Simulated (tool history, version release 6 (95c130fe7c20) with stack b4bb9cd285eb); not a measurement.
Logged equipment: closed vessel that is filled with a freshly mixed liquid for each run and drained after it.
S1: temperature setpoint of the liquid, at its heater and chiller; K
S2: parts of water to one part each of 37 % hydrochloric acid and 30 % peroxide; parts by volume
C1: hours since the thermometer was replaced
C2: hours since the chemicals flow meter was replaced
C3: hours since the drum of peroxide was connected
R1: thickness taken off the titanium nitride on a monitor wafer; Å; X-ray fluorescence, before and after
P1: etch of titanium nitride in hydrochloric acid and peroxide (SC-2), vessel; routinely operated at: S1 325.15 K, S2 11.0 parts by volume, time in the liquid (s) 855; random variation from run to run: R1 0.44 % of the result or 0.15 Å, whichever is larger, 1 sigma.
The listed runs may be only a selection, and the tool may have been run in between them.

run 1 day=0.354 | S1=325.15 S2=11.0 time_in_the_liquid_(s)=855 | C1=689.9 C2=774.9 C3=184.7 | R1=181.520
run 2 day=0.829 | S1=325.15 S2=11.0 time_in_the_liquid_(s)=855 | C1=701.3 C2=786.3 C3=196.1 | R1=180.910
run 3 day=1.083 | S1=332.65 S2=11.0 time_in_the_liquid_(s)=855 | C1=707.4 C2=792.4 C3=202.2 | R1=294.510
run 4 day=1.458 | S1=325.15 S2=16.5 time_in_the_liquid_(s)=855 | C1=716.4 C2=801.4 C3=211.2 | R1=128.030
run 5 day=1.746 | S1=325.15 S2=11.0 time_in_the_liquid_(s)=855 | C1=723.3 C2=808.3 C3=218.1 | R1=181.250
run 6 day=2.133 | S1=325.15 S2=11.0 time_in_the_liquid_(s)=855 | C1=732.6 C2=817.6 C3=227.4 | R1=180.150
-- day=2.162 thermometer replaced
run 7 day=2.371 | S1=325.15 S2=19.0 time_in_the_liquid_(s)=1405 | C1=5.1 C2=823.3 C3=233.1 | R1=183.130
run 8 day=2.679 | S1=325.15 S2=4.0 time_in_the_liquid_(s)=855 | C1=12.5 C2=830.7 C3=240.5 | R1=391.090
run 9 day=3.050 | S1=325.15 S2=11.0 time_in_the_liquid_(s)=1690 | C1=21.4 C2=839.6 C3=249.4 | R1=358.130
run 10 day=3.500 | S1=325.15 S2=11.0 time_in_the_liquid_(s)=390 | C1=32.2 C2=850.4 C3=260.2 | R1=82.466
run 11 day=3.746 | S1=310.15 S2=11.0 time_in_the_liquid_(s)=855 | C1=38.1 C2=856.3 C3=266.1 | R1=64.461
run 12 day=4.058 | S1=325.15 S2=11.0 time_in_the_liquid_(s)=855 | C1=45.6 C2=863.8 C3=273.6 | R1=180.730
run 13 day=4.408 | S1=325.15 S2=11.0 time_in_the_liquid_(s)=855 | C1=54.0 C2=872.2 C3=282.0 | R1=182.310
run 14 day=4.733 | S1=325.15 S2=11.0 time_in_the_liquid_(s)=855 | C1=61.8 C2=880.0 C3=289.8 | R1=175.720
run 15 day=5.162 | S1=325.15 S2=11.0 time_in_the_liquid_(s)=855 | C1=72.1 C2=890.3 C3=300.1 | R1=171.360

For run 16, what comes out?
run 16 day=5.421 | S1=325.15 S2=11.0 time_in_the_liquid_(s)=855 | C1=78.3 C2=896.5 C3=306.3 | R1=?

Run 16 came out at R1 169.030 Å.
